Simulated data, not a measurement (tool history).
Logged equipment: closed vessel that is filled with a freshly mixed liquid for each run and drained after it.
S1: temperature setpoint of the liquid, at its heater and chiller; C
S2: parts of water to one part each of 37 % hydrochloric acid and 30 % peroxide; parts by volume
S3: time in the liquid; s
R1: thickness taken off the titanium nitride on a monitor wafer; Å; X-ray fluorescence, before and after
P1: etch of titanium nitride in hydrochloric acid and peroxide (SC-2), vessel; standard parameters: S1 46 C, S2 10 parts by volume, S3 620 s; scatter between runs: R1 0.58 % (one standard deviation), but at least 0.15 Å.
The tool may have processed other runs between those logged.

run    day    S1    S2    S3      R1
  1  0.296    46    10   620  76.761
  2  0.671  55.5    10   620  145.35
  3  0.946    46    10   205  25.796
  4  1.354    46    10   620  76.778
  5  1.662    46    10  1100  137.68
  6  1.896    46  15.5   115  9.9036
  7  2.112    46    10   620   77.39
  8  2.388    35    10   620  35.171
  9  2.708    46     4   620  152.36
 10  2.917    46    17   620  48.681

What will run 11 give?
 11  3.117  46  10  620   ?

{"run 11": {"R1": 76.281}}

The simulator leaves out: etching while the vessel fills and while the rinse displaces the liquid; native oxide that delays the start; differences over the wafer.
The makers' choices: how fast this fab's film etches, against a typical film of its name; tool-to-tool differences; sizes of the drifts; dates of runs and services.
